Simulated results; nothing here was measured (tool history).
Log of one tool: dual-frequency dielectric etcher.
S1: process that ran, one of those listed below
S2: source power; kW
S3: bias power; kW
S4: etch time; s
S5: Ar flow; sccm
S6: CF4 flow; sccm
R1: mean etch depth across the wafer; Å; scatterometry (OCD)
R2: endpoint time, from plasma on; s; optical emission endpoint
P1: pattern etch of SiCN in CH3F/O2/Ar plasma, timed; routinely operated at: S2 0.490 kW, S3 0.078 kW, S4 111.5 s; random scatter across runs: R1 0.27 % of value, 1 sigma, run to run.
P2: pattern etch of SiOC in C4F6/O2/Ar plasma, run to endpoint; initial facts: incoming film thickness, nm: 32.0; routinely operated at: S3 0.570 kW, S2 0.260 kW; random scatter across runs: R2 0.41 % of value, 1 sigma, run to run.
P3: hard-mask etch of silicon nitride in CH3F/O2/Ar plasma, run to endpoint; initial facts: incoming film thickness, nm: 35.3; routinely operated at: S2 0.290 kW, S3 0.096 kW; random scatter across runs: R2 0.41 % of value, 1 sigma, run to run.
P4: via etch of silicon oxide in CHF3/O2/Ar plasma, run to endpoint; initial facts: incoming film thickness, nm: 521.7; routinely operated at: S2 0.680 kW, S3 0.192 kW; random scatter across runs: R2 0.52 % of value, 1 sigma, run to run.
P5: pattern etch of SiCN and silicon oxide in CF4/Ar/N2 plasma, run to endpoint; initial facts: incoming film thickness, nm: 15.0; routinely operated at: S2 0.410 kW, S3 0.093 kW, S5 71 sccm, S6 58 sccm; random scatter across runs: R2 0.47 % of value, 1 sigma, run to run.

Run 1, hour 12.6: S1 P1, S2 0.490 kW, S3 0.078 kW, S4 111.5 s. Result: R1 461.32 Å.
Run 2, hour 29.8: S1 P2, S2 0.170 kW, S3 0.570 kW. Result: R2 14.321 s.
Run 3, hour 41.5: S1 P5, S2 0.410 kW, S3 0.093 kW, S5 71 sccm, S6 78 sccm. Result: R2 16.643 s.
Run 4, hour 59.9: S1 P1, S2 0.350 kW, S3 0.078 kW, S4 143.0 s. Result: R1 524.18 Å.
Run 5, hour 71.5: S1 P5, S2 0.410 kW, S3 0.093 kW, S5 42 sccm, S6 58 sccm. Result: R2 16.129 s.
Run 6, hour 80.3: S1 P1, S2 0.490 kW, S3 0.078 kW, S4 149.5 s. Result: R1 619.75 Å.
Run 7, hour 92.8: S1 P3, S2 0.290 kW, S3 0.096 kW. Result: R2 51.554 s.
Run 8, hour 105.9: S1 P1, S2 0.490 kW, S3 0.078 kW, S4 75.5 s. Result: R1 313.52 Å.
Run 9, hour 117.4: S1 P1, S2 0.490 kW, S3 0.078 kW, S4 111.5 s. Result: R1 464.82 Å.
Run 10, hour 128.5: S1 P4, S2 0.460 kW, S3 0.192 kW. Result: R2 295.690 s.
Run 11, hour 141.2: S1 P4, S2 0.680 kW, S3 0.272 kW. Result: R2 223.110 s.
Run 12, hour 154.3: S1 P1, S2 0.300 kW, S3 0.078 kW, S4 111.5 s. Result: R1 384.46 Å.
Run 13, hour 168.3: S1 P5, S2 0.410 kW, S3 0.057 kW, S5 71 sccm, S6 58 sccm. Result: R2 20.296 s.
Run 14, hour 186.5: S1 P1, S2 0.310 kW, S3 0.078 kW, S4 162.5 s. Result: R1 571.02 Å.
Run 15, hour 196.0: S1 P1, S2 0.490 kW, S3 0.078 kW, S4 111.5 s. Result: R1 461.47 Å.
Run 16, hour 208.1: S1 P1, S2 0.490 kW, S3 0.078 kW, S4 111.5 s. Result: R1 464.87 Å.
Run 17, hour 224.2: S1 P3, S2 0.190 kW, S3 0.096 kW. Result: R2 59.748 s.
Run 18, hour 239.8: S1 P2, S2 0.260 kW, S3 0.781 kW. Result: R2 10.800 s.
Run 19, hour 254.2: S1 P3, S2 0.290 kW, S3 0.131 kW. Result: R2 45.529 s.
Run 20, hour 270.5: S1 P1, S2 0.490 kW, S3 0.057 kW, S4 111.5 s. Result: R1 417.91 Å.
Run 21, hour 283.8: S1 P1, S2 0.490 kW, S3 0.057 kW, S4 70.5 s. Result: R1 262.56 Å.
Run 22, hour 297.5: S1 P2, S2 0.260 kW, S3 0.570 kW. Result: R2 12.278 s.
Run 23, hour 311.4: S1 P1, S2 0.490 kW, S3 0.094 kW, S4 111.5 s. Result: R1 495.65 Å.
Run 24, hour 320.6: S1 P5, S2 0.410 kW, S3 0.093 kW, S5 71 sccm, S6 58 sccm. Result: R2 17.208 s.
Run 25, hour 331.3: S1 P4, S2 0.680 kW, S3 0.192 kW. Result: R2 254.000 s.
Run 26, hour 346.1: S1 P1, S2 0.640 kW, S3 0.078 kW, S4 111.5 s. Result: R1 510.38 Å.
Run 27, hour 363.3: S1 P1, S2 0.490 kW, S3 0.078 kW, S4 111.5 s. Result: R1 462.42 Å.
Run 28, hour 374.1: S1 P5, S2 0.500 kW, S3 0.093 kW, S5 71 sccm, S6 58 sccm. Result: R2 14.455 s.
Run 29, hour 382.6: S1 P3, S2 0.290 kW, S3 0.096 kW. Result: R2 51.062 s.
Run 30, hour 400.0: S1 P1, S2 0.490 kW, S3 0.078 kW, S4 111.5 s. Result: R1 464.53 Å.
Run 31, hour 409.2: S1 P1, S2 0.490 kW, S3 0.078 kW, S4 111.5 s. Result: R1 461.22 Å.
Run 32, hour 421.3: S1 P1, S2 0.490 kW, S3 0.078 kW, S4 111.5 s. Result: R1 459.47 Å.
Run 33, hour 440.2: S1 P1, S2 0.490 kW, S3 0.078 kW, S4 111.5 s. Result: R1 459.12 Å.
Run 34, hour 455.5: S1 P1, S2 0.490 kW, S3 0.078 kW, S4 111.5 s. Result: R1 457.38 Å.
At hour 458.2: wet clean of the chamber.
Run 35, hour 465.9: S1 P1, S2 0.490 kW, S3 0.078 kW, S4 111.5 s. Result: R1 457.20 Å.
Run 36, hour 478.8: S1 P1, S2 0.490 kW, S3 0.078 kW, S4 111.5 s. Result: R1 456.61 Å.
Run 37, hour 487.2: S1 P1, S2 0.490 kW, S3 0.078 kW, S4 111.5 s. Result: R1 457.34 Å.
Run 38, hour 498.7: S1 P1, S2 0.490 kW, S3 0.078 kW, S4 111.5 s. Result: R1 455.42 Å.
Run 39, hour 512.3: S1 P1, S2 0.490 kW, S3 0.078 kW, S4 111.5 s. Result: R1 458.81 Å.

The output of P1 has drifted from where it used to be. Each of the 2 causes below, taken at the size shown beside it, accounts for the log equally well:
A: source power that arrives under what is set, % = 3.53
B: bias power that arrives under what is set, % = 3.75
Onset of the creep was near hour 400.0.
Other possible causes, and why each is ruled out:
chamber walls in a state that lowers the etch rate, %: maintenance at hour 458.2, after the shift began, did not return the process to its former output

The 4 check runs listed below each average the results of 3 wafers, and their outcomes are marked with question marks. Under which run would the listed causes produce clearly different results?
Run check 1, hour 525.9: S1 P5, S2 0.410 kW, S3 0.059 kW, S5 71 sccm, S6 76 sccm. Result: R2 ?.
Run check 2, hour 525.9: S1 P3, S2 0.200 kW, S3 0.130 kW. Result: R2 ?.
Run check 3, hour 525.9: S1 P4, S2 0.540 kW, S3 0.256 kW. Result: R2 ?.
Run check 4, hour 525.9: S1 P2, S2 0.210 kW, S3 0.745 kW. Result: R2 ?.

Predicted outcomes, by check and by cause:
  check  result     if A     if B
check 1      R2   19.968   19.563
check 2      R2   52.796   52.909
check 3      R2  253.340  253.420
check 4      R2   12.063   12.092
Distance between the nearest two causes, measured in the result of the check that separates them most: check 1 2.05 %; check 2 0.21 %; check 3 0.03 %; check 4 0.25 %
Only check 1 tells the causes apart: in the others they would give nearly the same result.

Here is what check 1 returned: R2 19.568 s. Which cause is it?

The correct cause is B, namely: bias power that arrives under what is set, %.

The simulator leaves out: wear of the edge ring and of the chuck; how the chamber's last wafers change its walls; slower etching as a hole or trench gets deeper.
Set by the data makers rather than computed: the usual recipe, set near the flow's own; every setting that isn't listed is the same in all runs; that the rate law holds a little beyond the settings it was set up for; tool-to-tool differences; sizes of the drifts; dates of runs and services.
